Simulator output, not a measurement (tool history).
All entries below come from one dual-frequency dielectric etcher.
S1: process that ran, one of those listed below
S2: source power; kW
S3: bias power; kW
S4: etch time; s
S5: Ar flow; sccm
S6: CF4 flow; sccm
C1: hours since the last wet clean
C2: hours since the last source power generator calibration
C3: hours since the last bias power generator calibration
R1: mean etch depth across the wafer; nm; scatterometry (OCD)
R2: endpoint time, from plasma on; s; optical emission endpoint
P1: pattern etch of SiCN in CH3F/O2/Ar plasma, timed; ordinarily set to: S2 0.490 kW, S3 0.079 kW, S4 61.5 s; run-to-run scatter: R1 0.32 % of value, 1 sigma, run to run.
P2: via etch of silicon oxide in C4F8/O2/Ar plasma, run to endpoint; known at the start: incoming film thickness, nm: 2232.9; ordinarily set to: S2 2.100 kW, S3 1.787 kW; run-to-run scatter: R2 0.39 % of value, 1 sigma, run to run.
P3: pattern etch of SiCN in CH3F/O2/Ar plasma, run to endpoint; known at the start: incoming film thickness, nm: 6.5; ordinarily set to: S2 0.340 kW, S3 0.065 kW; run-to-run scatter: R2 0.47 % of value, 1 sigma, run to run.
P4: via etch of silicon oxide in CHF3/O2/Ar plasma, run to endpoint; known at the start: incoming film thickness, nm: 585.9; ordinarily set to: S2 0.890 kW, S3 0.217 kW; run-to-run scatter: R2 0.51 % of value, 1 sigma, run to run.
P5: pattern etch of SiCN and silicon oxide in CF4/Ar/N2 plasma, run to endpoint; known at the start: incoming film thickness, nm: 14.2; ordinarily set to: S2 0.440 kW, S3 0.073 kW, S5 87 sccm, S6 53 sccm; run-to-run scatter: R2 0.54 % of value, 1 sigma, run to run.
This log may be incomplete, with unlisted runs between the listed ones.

run,hour,S1,S2,S3,S4,S5,S6,C1,C2,C3,R1,R2
1,13.5,P1,0.490,0.079,61.5,,,306.1,1429.0,3926.5,25.690,
2,26.8,P1,0.490,0.079,61.5,,,319.4,1442.3,3939.8,25.567,
3,35.4,P4,0.890,0.217,,,,328.0,1450.9,3948.4,,236.640
4,46.3,P3,0.340,0.065,,,,338.9,1461.8,3959.3,,18.874
5,58.8,P4,0.890,0.292,,,,351.4,1474.3,3971.8,,212.630
6,67.6,P2,2.100,1.787,,,,360.2,1483.1,3980.6,,441.420
7,82.3,P1,0.490,0.079,61.5,,,374.9,1497.8,3995.3,25.785,
8,93.1,P3,0.220,0.065,,,,385.7,1508.6,4006.1,,22.183
9,105.7,P1,0.490,0.079,61.5,,,398.3,1521.2,4018.7,25.835,
10,114.6,P1,0.680,0.079,61.5,,,407.2,1530.1,4027.6,29.047,
11,128.2,P3,0.340,0.045,,,,420.8,1543.7,4041.2,,21.182
12,138.6,P5,0.440,0.045,,87,53,431.2,1554.1,4051.6,,20.387
13,155.7,P1,0.490,0.079,61.5,,,448.3,1571.2,4068.7,25.730,
14,166.0,P1,0.490,0.104,61.5,,,458.6,1581.5,4079.0,28.463,
15,183.0,P1,0.490,0.079,61.5,,,475.6,1598.5,4096.0,25.651,
16,190.6,P4,0.650,0.217,,,,483.2,1606.1,4103.6,,265.170
17,206.4,P5,0.440,0.073,,113,53,499.0,1621.9,4119.4,,18.124
18,218.8,P2,2.100,1.787,,,,511.4,1634.3,4131.8,,441.890
19,226.2,P5,0.550,0.073,,87,53,518.8,1641.7,4139.2,,14.243
20,236.3,P5,0.440,0.073,,87,53,528.9,1651.8,4149.3,,17.502
21,253.1,P1,0.340,0.079,61.5,,,545.7,1668.6,4166.1,22.391,
22,260.6,P1,0.360,0.079,79.5,,,553.2,1676.1,4173.6,29.646,
23,269.3,P4,0.890,0.217,,,,561.9,1684.8,4182.3,,238.210
24,283.5,P2,1.330,1.787,,,,576.1,1699.0,4196.5,,529.720
25,291.8,P5,0.440,0.073,,87,33,584.4,1707.3,4204.8,,18.754
26,306.7,P1,0.490,0.079,61.5,,,599.3,1722.2,4219.7,25.659,
27,322.1,P1,0.490,0.079,35.5,,,614.7,1737.6,4235.1,14.819,
28,339.2,P1,0.490,0.058,80.0,,,631.8,1754.7,4252.2,29.994,
29,352.4,P3,0.340,0.065,,,,645.0,1767.9,4265.4,,18.783
30,365.3,P1,0.490,0.079,75.5,,,657.9,1780.8,4278.3,31.489,
31,373.7,P1,0.490,0.055,61.5,,,666.3,1789.2,4286.7,22.555,
32,388.9,P2,2.100,1.436,,,,681.5,1804.4,4301.9,,467.690
33,397.7,P1,0.490,0.079,61.5,,,690.3,1813.2,4310.7,25.564,
34,408.2,P1,0.490,0.079,61.5,,,700.8,1823.7,4321.2,26.004,
35,423.6,P1,0.490,0.079,61.5,,,716.2,1839.1,4336.6,25.828,
36,435.3,P1,0.490,0.079,61.5,,,727.9,1850.8,4348.3,26.011,
37,450.1,P1,0.490,0.079,61.5,,,742.7,1865.6,4363.1,26.008,
38,459.0,P1,0.490,0.079,61.5,,,751.6,1874.5,4372.0,25.809,
# hour 469.8: wet clean of the chamber
39,475.9,P1,0.490,0.079,61.5,,,6.1,1891.4,4388.9,26.007,
40,486.1,P1,0.490,0.079,61.5,,,16.3,1901.6,4399.1,26.177,
41,498.1,P1,0.490,0.079,61.5,,,28.3,1913.6,4411.1,26.029,
42,507.8,P1,0.490,0.079,61.5,,,38.0,1923.3,4420.8,26.147,
43,519.7,P1,0.490,0.079,61.5,,,49.9,1935.2,4432.7,26.198,
44,529.4,P1,0.490,0.079,61.5,,,59.6,1944.9,4442.4,26.086,

P1 no longer gives what it gave before; its output has crept away from where it was. The following 2 causes, each at its listed size, fit the log equally well:
A: bias power that arrives over what is set, % = 4.56
B: source power that arrives over what is set, % = 4.33
The drift started at roughly hour 397.7.
Other possible causes, and why each is ruled out:
chamber walls in a state that raises the etch rate, %: was serviced at hour 469.8, once the creep was under way, yet the earlier output never came back

Which of the 4 check runs listed below, each an average over 3 wafers with its results shown as question marks, gives clearly different results under the different listed causes?
check 1,539.1,P5,0.440,0.073,,87,53,,,,,?
check 2,539.1,P4,0.890,0.217,,,,,,,,?
check 3,539.1,P3,0.340,0.065,,,,,,,,?
check 4,539.1,P2,2.100,1.787,,,,,,,,?

Outcome of each check run for each possible cause:
check,result,if A,if B
check 1,R2,17.065,16.698
check 2,R2,232.740,232.510
check 3,R2,18.515,18.509
check 4,R2,435.080,433.070
Per-check spread between the two closest causes, in the result where they differ most: check 1 2.18 %; check 2 0.1 %; check 3 0.03 %; check 4 0.46 %
Check 1 tells the causes apart: in the others they would give nearly the same result.

After running check 1, the following was obtained: R2 16.748 s. Which cause does this point to?

Of the candidate causes, it is B: source power that arrives over what is set, %.
